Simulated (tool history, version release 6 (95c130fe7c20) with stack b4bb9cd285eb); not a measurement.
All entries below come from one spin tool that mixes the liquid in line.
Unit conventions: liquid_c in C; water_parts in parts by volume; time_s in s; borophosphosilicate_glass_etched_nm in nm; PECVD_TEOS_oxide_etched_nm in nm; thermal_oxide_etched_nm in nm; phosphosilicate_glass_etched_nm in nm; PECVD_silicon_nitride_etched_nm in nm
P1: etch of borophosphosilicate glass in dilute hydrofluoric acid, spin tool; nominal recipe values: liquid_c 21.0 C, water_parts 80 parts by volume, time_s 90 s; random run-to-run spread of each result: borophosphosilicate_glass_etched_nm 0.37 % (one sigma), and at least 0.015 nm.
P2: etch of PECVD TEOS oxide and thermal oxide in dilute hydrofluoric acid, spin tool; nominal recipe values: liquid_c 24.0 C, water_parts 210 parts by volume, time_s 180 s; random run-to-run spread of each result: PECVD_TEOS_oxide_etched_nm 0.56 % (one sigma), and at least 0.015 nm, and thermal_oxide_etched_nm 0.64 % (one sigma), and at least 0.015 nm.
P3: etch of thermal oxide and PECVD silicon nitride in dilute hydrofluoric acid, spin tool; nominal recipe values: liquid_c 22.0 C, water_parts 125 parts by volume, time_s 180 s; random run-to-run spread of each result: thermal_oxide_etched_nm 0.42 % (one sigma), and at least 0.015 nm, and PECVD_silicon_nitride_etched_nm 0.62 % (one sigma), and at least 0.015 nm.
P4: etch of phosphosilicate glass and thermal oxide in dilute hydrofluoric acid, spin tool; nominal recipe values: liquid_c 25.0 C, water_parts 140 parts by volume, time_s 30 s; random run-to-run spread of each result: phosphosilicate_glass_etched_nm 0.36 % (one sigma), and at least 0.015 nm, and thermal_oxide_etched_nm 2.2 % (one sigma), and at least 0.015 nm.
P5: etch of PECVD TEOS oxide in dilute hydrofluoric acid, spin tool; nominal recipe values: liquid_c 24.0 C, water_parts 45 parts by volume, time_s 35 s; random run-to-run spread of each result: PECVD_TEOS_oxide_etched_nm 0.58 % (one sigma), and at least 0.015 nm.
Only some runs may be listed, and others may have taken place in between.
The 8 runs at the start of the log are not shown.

run,hour,process,liquid_c,water_parts,time_s,borophosphosilicate_glass_etched_nm,PECVD_TEOS_oxide_etched_nm,thermal_oxide_etched_nm,phosphosilicate_glass_etched_nm,PECVD_silicon_nitride_etched_nm
9,129.8,P1,24.5,80,55,28.192,,,,
10,140.2,P5,24.0,45,50,,17.6820,,,
11,156.4,P1,21.0,115,90,26.725,,,,
12,172.1,P1,21.0,40,90,84.550,,,,
13,189.3,P5,24.0,20,35,,28.7770,,,
14,204.3,P2,24.0,210,180,,11.4230,3.49220,,
15,215.0,P2,24.0,210,70,,4.4506,1.36290,,
16,227.8,P1,21.0,80,140,62.562,,,,
17,237.8,P4,19.5,140,30,,,0.81146,33.237,
18,252.8,P4,25.0,30,30,,,5.64560,220.910,
19,262.3,P3,22.0,125,180,,,5.89440,,3.23610
20,273.4,P4,25.0,140,30,,,1.03030,41.417,
21,284.7,P1,21.0,80,90,40.246,,,,
22,303.4,P3,27.5,125,180,,,7.27430,,4.59370
23,317.5,P1,21.0,20,45,87.053,,,,
24,331.4,P1,21.0,80,90,40.331,,,,

Forecast run 25:
25,346.4,P3,22.0,125,180,,,?,,?

{"run 25": {"thermal_oxide_etched_nm": 5.9513, "PECVD_silicon_nitride_etched_nm": 3.2382}}
